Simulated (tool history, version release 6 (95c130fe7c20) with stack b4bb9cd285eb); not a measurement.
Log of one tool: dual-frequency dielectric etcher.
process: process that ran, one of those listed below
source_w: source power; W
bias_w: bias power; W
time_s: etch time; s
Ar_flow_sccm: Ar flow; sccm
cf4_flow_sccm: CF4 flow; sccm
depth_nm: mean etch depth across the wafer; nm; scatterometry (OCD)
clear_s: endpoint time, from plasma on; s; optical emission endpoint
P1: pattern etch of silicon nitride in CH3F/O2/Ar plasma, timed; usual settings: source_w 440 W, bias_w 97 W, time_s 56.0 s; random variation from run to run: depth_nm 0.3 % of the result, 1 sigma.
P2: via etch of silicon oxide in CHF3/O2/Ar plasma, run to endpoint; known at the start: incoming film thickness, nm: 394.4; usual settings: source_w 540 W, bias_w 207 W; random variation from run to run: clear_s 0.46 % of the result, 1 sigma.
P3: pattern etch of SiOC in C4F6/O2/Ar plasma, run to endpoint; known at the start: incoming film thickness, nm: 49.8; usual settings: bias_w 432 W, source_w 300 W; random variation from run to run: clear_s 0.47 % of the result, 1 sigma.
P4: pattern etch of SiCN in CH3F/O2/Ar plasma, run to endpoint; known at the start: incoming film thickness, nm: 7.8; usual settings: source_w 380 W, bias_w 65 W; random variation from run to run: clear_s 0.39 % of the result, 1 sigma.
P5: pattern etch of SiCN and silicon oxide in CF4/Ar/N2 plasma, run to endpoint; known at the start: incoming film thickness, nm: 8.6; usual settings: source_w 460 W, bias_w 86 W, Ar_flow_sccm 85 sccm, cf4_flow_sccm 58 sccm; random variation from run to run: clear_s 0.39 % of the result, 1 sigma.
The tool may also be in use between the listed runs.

run     day  process  source_w  bias_w  time_s  Ar_flow_sccm  cf4_flow_sccm  hours since the last wet clean  hours since the last source power generator calibration  hours since the last bias power generator calibration  depth_nm   clear_s
  1   0.329       P1       440      97    56.0                                                        232.4                                                    504.3                                                 1843.7    43.881
  2   0.875       P1       540      97    31.0                                                        245.5                                                    517.4                                                 1856.8    26.359
  3   1.438       P4       380      65                                                                259.0                                                    530.9                                                 1870.3             21.8520
  4   1.738       P1       440      74    56.0                                                        266.2                                                    538.1                                                 1877.5    39.907
  5   2.142       P3       300     432                                                                275.9                                                    547.8                                                 1887.2             19.7950
  6   2.550       P2       540     155                                                                285.7                                                    557.6                                                 1897.0            218.5600
  7   3.229       P1       440      97    56.0                                                        302.0                                                    573.9                                                 1913.3    44.008
  8   3.592       P1       440      97    76.0                                                        310.7                                                    582.6                                                 1922.0    59.768
  9   4.175       P4       470      65                                                                324.7                                                    596.6                                                 1936.0             20.0940
 10   4.812       P1       440      97    56.0                                                        340.0                                                    611.9                                                 1951.3    44.019
 11   5.329       P2       540     207                                                                352.4                                                    624.3                                                 1963.7            198.2300
 12   5.758       P5       460      86                    85             58                           362.7                                                    634.6                                                 1974.0              9.5108
 13   6.325       P5       460      86                    85             35                           376.3                                                    648.2                                                 1987.6             10.1550
 14   6.779       P3       300     546                                                                387.2                                                    659.1                                                 1998.5             18.0110
 15   7.117       P4       380      65                                                                395.3                                                    667.2                                                 2006.6             21.5800
 16   7.771       P1       440     122    35.0                                                        411.0                                                    682.9                                                 2022.3    29.883
 17   8.221       P1       440      97    32.0                                                        421.8                                                    693.7                                                 2033.1    25.134
 18   8.733       P5       460      86                    85             58                           434.1                                                    706.0                                                 2045.4              9.4578
 19   9.375       P4       380      80                                                                449.5                                                    721.4                                                 2060.8             20.3280
 20   9.988       P1       440     126    42.5                                                        464.2                                                    736.1                                                 2075.5    36.759
 21  10.329       P1       440     117    56.0                                                        472.4                                                    744.3                                                 2083.7    47.318
 22  10.938       P2       540     207                                                                487.0                                                    758.9                                                 2098.3            200.3900
 23  11.596       P3       370     432                                                                502.8                                                    774.7                                                 2114.1             18.3270
 24  11.958       P3       300     432                                                                511.5                                                    783.4                                                 2122.8             19.7650
 25  12.642       P5       460      86                    59             58                           527.9                                                    799.8                                                 2139.2              9.0294
 26  13.133       P1       440      97    56.0                                                        539.7                                                    811.6                                                 2151.0    44.108
 27  13.638       P1       520      97    56.0                                                        551.8                                                    823.7                                                 2163.1    46.818
 28  14.075       P1       440      97    56.0                                                        562.3                                                    834.2                                                 2173.6    44.259
 29  14.596       P1       310      97    56.0                                                        574.8                                                    846.7                                                 2186.1    38.696
 30  15.025       P5       460      53                    85             58                           585.1                                                    857.0                                                 2196.4             11.1240
 31  15.496       P2       310     207                                                                596.4                                                    868.3                                                 2207.7            245.6000
 32  16.038       P1       440      97    56.0                                                        609.4                                                    881.3                                                 2220.7    44.375
 33  16.338       P5       580      86                    85             58                           616.6                                                    888.5                                                 2227.9              7.7878
 34  16.858       P1       440      97    56.0                                                        629.1                                                    901.0                                                 2240.4    44.170
 35  17.454       P1       440      97    56.0                                                        643.4                                                    915.3                                                 2254.7    43.773
 36  18.092       P1       440      97    56.0                                                        658.7                                                    930.6                                                 2270.0    43.610
     18.467  -- wet clean of the chamber
 37  18.588       P1       440      97    56.0                                                          2.9                                                    942.5                                                 2281.9    43.430
 38  19.033       P1       440      97    56.0                                                         13.6                                                    953.2                                                 2292.6    43.375
 39  19.571       P1       440      97    56.0                                                         26.5                                                    966.1                                                 2305.5    43.325
 40  20.058       P1       440      97    56.0                                                         38.2                                                    977.8                                                 2317.2    43.342
 41  20.717       P1       440      97    56.0                                                         54.0                                                    993.6                                                 2333.0    43.353

What P1 gives has crept away from where it was. These 2 causes fit the log equally well, each at the size given:
A: bias power that arrives under what is set, % = 4.01
B: source power that arrives under what is set, % = 3.88
The creep began at about day 16.858.
Why every other cause is out:
chamber walls in a state that lowers the etch rate, %: serviced at day 18.467, which brought nothing back

4 check runs are offered, each on 2 wafers whose results are averaged, their results left as question marks. Which one tells the causes apart?
check 1  21.375       P5       460      86                    85             58                                                                                                                                                                  ?
check 2  21.375       P3       300     432                                                                                                                                                                                                       ?
check 3  21.375       P4       380      65                                                                                                                                                                                                       ?
check 4  21.375       P2       540     207                                                                                                                                                                                                       ?

What each check would give under each cause:
  check   result      if A      if B
check 1  clear_s    9.6204    9.8191
check 2  clear_s   20.0850   20.0750
check 3  clear_s   22.0870   22.1050
check 4  clear_s  202.0200  202.1800
How far apart the two closest causes lie, in the result that separates them most: check 1 2.04 %; check 2 0.05 %; check 3 0.08 %; check 4 0.08 %
Only check 1 tells the causes apart: in the others they would give nearly the same result.

Then check 1 was run and gave: clear_s 9.7761 s. Which cause is it?

It is B: source power that arrives under what is set, %.
